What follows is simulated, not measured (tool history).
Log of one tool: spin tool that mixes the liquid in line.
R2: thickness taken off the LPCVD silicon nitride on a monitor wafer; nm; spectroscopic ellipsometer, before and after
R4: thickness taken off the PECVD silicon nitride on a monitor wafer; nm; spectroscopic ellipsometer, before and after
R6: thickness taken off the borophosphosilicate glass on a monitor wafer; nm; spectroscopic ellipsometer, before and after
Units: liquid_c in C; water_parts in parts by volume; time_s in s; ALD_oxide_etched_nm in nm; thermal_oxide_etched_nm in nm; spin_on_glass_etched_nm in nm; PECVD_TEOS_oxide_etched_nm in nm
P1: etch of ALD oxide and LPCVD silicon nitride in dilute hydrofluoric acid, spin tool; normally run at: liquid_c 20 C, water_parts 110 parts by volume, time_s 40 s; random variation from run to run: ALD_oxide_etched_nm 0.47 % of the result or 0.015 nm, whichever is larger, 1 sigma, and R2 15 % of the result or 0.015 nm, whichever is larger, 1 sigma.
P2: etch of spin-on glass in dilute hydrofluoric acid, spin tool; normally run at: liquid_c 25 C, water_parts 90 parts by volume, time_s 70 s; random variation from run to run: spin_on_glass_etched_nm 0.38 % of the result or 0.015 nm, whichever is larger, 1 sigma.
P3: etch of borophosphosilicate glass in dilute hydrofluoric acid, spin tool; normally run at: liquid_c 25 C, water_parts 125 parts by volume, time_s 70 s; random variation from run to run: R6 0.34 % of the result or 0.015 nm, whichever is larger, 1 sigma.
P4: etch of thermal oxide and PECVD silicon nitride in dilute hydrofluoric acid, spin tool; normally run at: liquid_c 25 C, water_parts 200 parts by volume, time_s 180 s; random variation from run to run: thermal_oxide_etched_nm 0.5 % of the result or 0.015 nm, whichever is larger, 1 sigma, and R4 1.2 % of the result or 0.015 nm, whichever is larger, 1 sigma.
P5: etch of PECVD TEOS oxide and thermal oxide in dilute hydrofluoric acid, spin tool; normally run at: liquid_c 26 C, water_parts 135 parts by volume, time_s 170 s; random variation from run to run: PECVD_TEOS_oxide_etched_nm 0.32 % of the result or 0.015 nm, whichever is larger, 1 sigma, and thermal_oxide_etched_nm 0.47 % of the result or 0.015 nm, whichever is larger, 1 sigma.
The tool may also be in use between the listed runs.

Run 1, hour 14.8: process P1, liquid_c 20 C, water_parts 110 parts by volume, time_s 40 s. Result: ALD_oxide_etched_nm 7.7449 nm, R2 0.14976 nm.
Run 2, hour 31.4: process P1, liquid_c 17 C, water_parts 110 parts by volume, time_s 60 s. Result: ALD_oxide_etched_nm 10.186 nm, R2 0.15026 nm.
Run 3, hour 40.2: process P4, liquid_c 19.5 C, water_parts 200 parts by volume, time_s 180 s. Result: thermal_oxide_etched_nm 3.3785 nm, R4 1.3864 nm.
Run 4, hour 56.4: process P2, liquid_c 25 C, water_parts 90 parts by volume, time_s 70 s. Result: spin_on_glass_etched_nm 40.522 nm.
Run 5, hour 67.3: process P2, liquid_c 25 C, water_parts 90 parts by volume, time_s 70 s. Result: spin_on_glass_etched_nm 40.5 nm.
Run 6, hour 80.6: process P3, liquid_c 25 C, water_parts 125 parts by volume, time_s 70 s. Result: R6 37.279 nm.
Run 7, hour 94: process P1, liquid_c 20 C, water_parts 110 parts by volume, time_s 40 s. Result: ALD_oxide_etched_nm 7.678 nm, R2 0.18385 nm.
Run 8, hour 103.9: process P1, liquid_c 20 C, water_parts 110 parts by volume, time_s 40 s. Result: ALD_oxide_etched_nm 7.72 nm, R2 0.16353 nm.
Run 9, hour 118.4: process P4, liquid_c 25 C, water_parts 290 parts by volume, time_s 180 s. Result: thermal_oxide_etched_nm 2.6276 nm, R4 1.3469 nm.
Run 10, hour 134.5: process P3, liquid_c 25 C, water_parts 170 parts by volume, time_s 70 s. Result: R6 26.007 nm.
Run 11, hour 149.3: process P1, liquid_c 20 C, water_parts 35 parts by volume, time_s 40 s. Result: ALD_oxide_etched_nm 26.43 nm, R2 0.42649 nm.
Run 12, hour 164.5: process P5, liquid_c 18 C, water_parts 135 parts by volume, time_s 170 s. Result: thermal_oxide_etched_nm 4.2745 nm, PECVD_TEOS_oxide_etched_nm 15.353 nm.
Run 13, hour 178.9: process P2, liquid_c 25 C, water_parts 90 parts by volume, time_s 30 s. Result: spin_on_glass_etched_nm 17.317 nm.
Run 14, hour 195.3: process P1, liquid_c 20 C, water_parts 110 parts by volume, time_s 40 s. Result: ALD_oxide_etched_nm 7.7741 nm, R2 0.16705 nm.
Run 15, hour 205.7: process P5, liquid_c 26 C, water_parts 135 parts by volume, time_s 170 s. Result: thermal_oxide_etched_nm 5.9584 nm, PECVD_TEOS_oxide_etched_nm 21.324 nm.
Run 16, hour 222.4: process P5, liquid_c 26 C, water_parts 135 parts by volume, time_s 80 s. Result: thermal_oxide_etched_nm 2.7631 nm, PECVD_TEOS_oxide_etched_nm 9.9632 nm.
Run 17, hour 231: process P2, liquid_c 19.5 C, water_parts 90 parts by volume, time_s 70 s. Result: spin_on_glass_etched_nm 32.552 nm.
Run 18, hour 242.3: process P1, liquid_c 20 C, water_parts 170 parts by volume, time_s 40 s. Result: ALD_oxide_etched_nm 4.6781 nm, R2 0.13971 nm.
Run 19, hour 258.5: process P1, liquid_c 20 C, water_parts 180 parts by volume, time_s 15 s. Result: ALD_oxide_etched_nm 1.636 nm, R2 0.056438 nm.
Run 20, hour 275.8: process P4, liquid_c 25 C, water_parts 200 parts by volume, time_s 290 s. Result: thermal_oxide_etched_nm 6.763 nm, R4 3.159 nm.
Run 21, hour 288.1: process P5, liquid_c 26 C, water_parts 190 parts by volume, time_s 170 s. Result: thermal_oxide_etched_nm 3.9028 nm, PECVD_TEOS_oxide_etched_nm 14.17 nm.
Run 22, hour 297.4: process P4, liquid_c 25 C, water_parts 200 parts by volume, time_s 180 s. Result: thermal_oxide_etched_nm 4.2042 nm, R4 1.957 nm.

Forecast run 23:
Run 23, hour 315.3: process P1, liquid_c 20 C, water_parts 110 parts by volume, time_s 40 s. Result: ALD_oxide_etched_nm ?, R2 ?.

Run 23 gave ALD_oxide_etched_nm 7.6929 nm, R2 0.14949 nm.

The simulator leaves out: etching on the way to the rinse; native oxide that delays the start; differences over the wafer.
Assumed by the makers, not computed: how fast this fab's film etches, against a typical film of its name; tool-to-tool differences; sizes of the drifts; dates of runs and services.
